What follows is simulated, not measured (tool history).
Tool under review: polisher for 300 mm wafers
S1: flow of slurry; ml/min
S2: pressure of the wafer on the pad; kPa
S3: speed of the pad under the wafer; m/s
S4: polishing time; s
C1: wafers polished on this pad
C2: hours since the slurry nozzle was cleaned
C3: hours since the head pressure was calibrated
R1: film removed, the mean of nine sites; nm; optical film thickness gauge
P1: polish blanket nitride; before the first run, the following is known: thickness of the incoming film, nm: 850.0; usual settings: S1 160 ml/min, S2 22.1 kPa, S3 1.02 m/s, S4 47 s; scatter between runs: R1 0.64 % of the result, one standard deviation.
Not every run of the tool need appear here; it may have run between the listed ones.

run 1 hour=14 | S1=160 S2=22.1 S3=1.02 S4=47 | C1=1005 C2=124.1 C3=130.3 | R1=67.385
run 2 hour=25.2 | S1=95 S2=22.1 S3=1.02 S4=47 | C1=1138 C2=135.3 C3=141.5 | R1=60.507
run 3 hour=36.1 | S1=160 S2=31 S3=1.02 S4=67 | C1=1267 C2=146.2 C3=152.4 | R1=134.03
run 4 hour=49.6 | S1=205 S2=22.1 S3=1.02 S4=47 | C1=1427 C2=159.7 C3=165.9 | R1=69.185
run 5 hour=64.3 | S1=160 S2=22.1 S3=1.02 S4=47 | C1=1601 C2=174.4 C3=180.6 | R1=66.404
run 6 hour=74 | S1=160 S2=22.1 S3=1.26 S4=26 | C1=1716 C2=184.1 C3=190.3 | R1=43.627
run 7 hour=83.5 | S1=160 S2=22.1 S3=1.02 S4=73 | C1=1829 C2=193.6 C3=199.8 | R1=103.96
run 8 hour=97.6 | S1=160 S2=22.1 S3=1.02 S4=24 | C1=1996 C2=207.7 C3=213.9 | R1=34.52
run 9 hour=109.3 | S1=160 S2=22.1 S3=0.54 S4=47 | C1=2135 C2=219.4 C3=225.6 | R1=40.274
run 10 hour=124.7 | S1=160 S2=22.1 S3=1.52 S4=47 | C1=2318 C2=234.8 C3=241 | R1=91.522
-- hour=130.1 head pressure recalibrated
run 11 hour=137.1 | S1=160 S2=22.1 S3=1.02 S4=47 | C1=2465 C2=247.2 C3=7 | R1=66.702
run 12 hour=149.5 | S1=160 S2=11.7 S3=1.02 S4=47 | C1=2612 C2=259.6 C3=19.4 | R1=35.581
-- hour=155.8 worn pad replaced by a new one
run 13 hour=157.2 | S1=160 S2=22.1 S3=1.02 S4=47 | C1=17 C2=267.3 C3=27.1 | R1=67.283
run 14 hour=168.9 | S1=160 S2=22.1 S3=1.02 S4=47 | C1=155 C2=279 C3=38.8 | R1=67.276
run 15 hour=178.4 | S1=160 S2=22.1 S3=1.02 S4=47 | C1=268 C2=288.5 C3=48.3 | R1=66.64
run 16 hour=185.7 | S1=160 S2=22.1 S3=1.02 S4=47 | C1=354 C2=295.8 C3=55.6 | R1=67.77
run 17 hour=195.2 | S1=160 S2=32.4 S3=1.02 S4=47 | C1=467 C2=305.3 C3=65.1 | R1=98.751
run 18 hour=202.6 | S1=160 S2=22.1 S3=1.02 S4=47 | C1=555 C2=312.7 C3=72.5 | R1=66.709
run 19 hour=218 | S1=160 S2=22.1 S3=1.02 S4=47 | C1=737 C2=328.1 C3=87.9 | R1=64.426
run 20 hour=229.7 | S1=160 S2=22.1 S3=1.02 S4=47 | C1=876 C2=339.8 C3=99.6 | R1=63.452
run 21 hour=245.6 | S1=160 S2=22.1 S3=1.02 S4=47 | C1=1065 C2=355.7 C3=115.5 | R1=62.136
run 22 hour=261.2 | S1=160 S2=22.1 S3=1.02 S4=47 | C1=1250 C2=371.3 C3=131.1 | R1=61.623
run 23 hour=272.7 | S1=160 S2=22.1 S3=1.02 S4=47 | C1=1386 C2=382.8 C3=142.6 | R1=61.708
run 24 hour=284 | S1=160 S2=22.1 S3=1.02 S4=47 | C1=1520 C2=394.1 C3=153.9 | R1=60.356
-- hour=296.2 worn pad replaced by a new one
run 25 hour=297.6 | S1=160 S2=22.1 S3=1.02 S4=47 | C1=16 C2=407.7 C3=167.5 | R1=61.097
run 26 hour=309.2 | S1=160 S2=22.1 S3=1.02 S4=47 | C1=154 C2=419.3 C3=179.1 | R1=60.148
run 27 hour=319.1 | S1=160 S2=22.1 S3=1.02 S4=47 | C1=271 C2=429.2 C3=189 | R1=60.284
run 28 hour=329.5 | S1=160 S2=22.1 S3=1.02 S4=47 | C1=395 C2=439.6 C3=199.4 | R1=60.055

What P1 gives has crept away from where it was. These 2 causes fit the log equally well, each at the size given:
A: slurry flow missing at the pad, % = 39
B: head's pressure below its setpoint, % = 9.71
Creep in the process output first set in at about hour 202.6.
The rest of the possible causes, and what rules out each one:
removal rate lost through wear of the pad, %: serviced at hour 296.2, after the change had begun; the process did not return to its earlier output

Of the 4 check runs listed below, each run on one wafer and each result written as a question mark, which would let you distinguish the listed causes because they would give clearly different results?
run check 1 hour=339.9 | S1=160 S2=12.4 S3=0.64 S4=47 | R1=?
run check 2 hour=339.9 | S1=160 S2=12.4 S3=1.02 S4=72 | R1=?
run check 3 hour=339.9 | S1=160 S2=22.1 S3=1.44 S4=30 | R1=?
run check 4 hour=339.9 | S1=95 S2=28.3 S3=1.02 S4=47 | R1=?

How each check would come out, cause by cause:
check=check_1 result=R1 if_A=23.424 if_B=23.424
check=check_2 result=R1 if_A=52.099 if_B=52.099
check=check_3 result=R1 if_A=50.852 if_B=50.851
check=check_4 result=R1 if_A=65.491 if_B=69.456
Minimum pairwise separation of causes per check, each pair taken at its best-separating result: check 1 0 %; check 2 0 %; check 3 0 %; check 4 5.88 %
The causes can be told apart only by check 4. The other checks would give nearly the same results under each of them.

Check 4 was carried out, with these results: R1 69.326 nm. Which of the listed causes is responsible?

It is B: head's pressure below its setpoint, %.
